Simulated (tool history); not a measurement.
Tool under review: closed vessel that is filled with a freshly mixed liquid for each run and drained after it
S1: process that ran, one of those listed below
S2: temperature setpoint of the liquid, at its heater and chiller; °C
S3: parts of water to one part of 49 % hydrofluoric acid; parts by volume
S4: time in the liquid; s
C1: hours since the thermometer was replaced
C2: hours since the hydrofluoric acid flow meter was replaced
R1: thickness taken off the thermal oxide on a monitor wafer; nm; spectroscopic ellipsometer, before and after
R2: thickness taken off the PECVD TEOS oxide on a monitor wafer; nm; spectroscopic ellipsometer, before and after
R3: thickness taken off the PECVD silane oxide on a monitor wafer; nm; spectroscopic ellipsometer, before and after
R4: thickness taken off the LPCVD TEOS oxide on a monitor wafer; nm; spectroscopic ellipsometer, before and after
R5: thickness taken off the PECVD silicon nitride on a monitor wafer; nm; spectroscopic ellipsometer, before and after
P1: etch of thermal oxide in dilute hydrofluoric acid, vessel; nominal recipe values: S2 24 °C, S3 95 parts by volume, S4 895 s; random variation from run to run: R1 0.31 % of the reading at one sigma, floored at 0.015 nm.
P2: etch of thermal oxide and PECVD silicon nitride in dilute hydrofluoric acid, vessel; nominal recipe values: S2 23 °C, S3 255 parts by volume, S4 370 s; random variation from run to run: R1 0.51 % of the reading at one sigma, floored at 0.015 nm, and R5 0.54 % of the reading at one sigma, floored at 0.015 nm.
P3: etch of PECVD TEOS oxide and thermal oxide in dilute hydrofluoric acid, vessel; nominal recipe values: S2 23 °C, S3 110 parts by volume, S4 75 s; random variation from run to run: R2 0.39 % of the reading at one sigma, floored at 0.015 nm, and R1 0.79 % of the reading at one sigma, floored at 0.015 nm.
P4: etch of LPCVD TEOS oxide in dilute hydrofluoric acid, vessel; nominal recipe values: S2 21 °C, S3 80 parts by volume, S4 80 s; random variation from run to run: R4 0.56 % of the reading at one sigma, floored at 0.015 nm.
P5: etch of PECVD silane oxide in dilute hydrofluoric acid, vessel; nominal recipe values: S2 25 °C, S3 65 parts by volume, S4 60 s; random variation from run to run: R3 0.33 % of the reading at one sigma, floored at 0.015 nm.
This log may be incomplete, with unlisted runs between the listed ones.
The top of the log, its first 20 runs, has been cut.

run,hour,S1,S2,S3,S4,C1,C2,R1,R2,R3,R4,R5
21,314.2,P1,30.5,95,895,1358.1,982.3,56.481,,,,
22,332.3,P1,24,55,495,1376.2,1000.4,44.14,,,,
23,347,P2,17,255,370,1390.9,1015.1,4.441,,,,5.3076
24,356.8,P5,25,65,115,1400.7,1024.9,,,55.938,,
25,365.8,P1,24,95,30,1409.7,1033.9,1.4518,,,,
26,377.7,P4,21,80,80,1421.6,1045.8,,,,15.123,
27,394.4,P4,21,120,80,1438.3,1062.5,,,,9.5554,
28,407.6,P2,23,255,370,1451.5,1075.7,5.484,,,,7.8864
29,418.4,P2,23,255,55,1462.3,1086.5,0.80924,,,,1.1655
30,437.8,P1,24,95,895,1481.7,1105.9,43.951,,,,
31,457.3,P1,24,95,895,1501.2,1125.4,42.457,,,,
32,473.2,P1,24,95,895,1517.1,1141.3,41.547,,,,
33,488.3,P1,24,95,895,1532.2,1156.4,41.325,,,,
34,502.4,P1,24,95,895,1546.3,1170.5,41.164,,,,
35,511,P1,24,95,895,1554.9,1179.1,40.986,,,,
36,529.6,P1,24,95,895,1573.5,1197.7,40.831,,,,
37,546.7,P1,24,95,895,1590.6,1214.8,40.9,,,,

For run 38, what comes out?
38,561.8,P1,24,95,895,1605.7,1229.9,?,,,,

R1: 40.383 nm

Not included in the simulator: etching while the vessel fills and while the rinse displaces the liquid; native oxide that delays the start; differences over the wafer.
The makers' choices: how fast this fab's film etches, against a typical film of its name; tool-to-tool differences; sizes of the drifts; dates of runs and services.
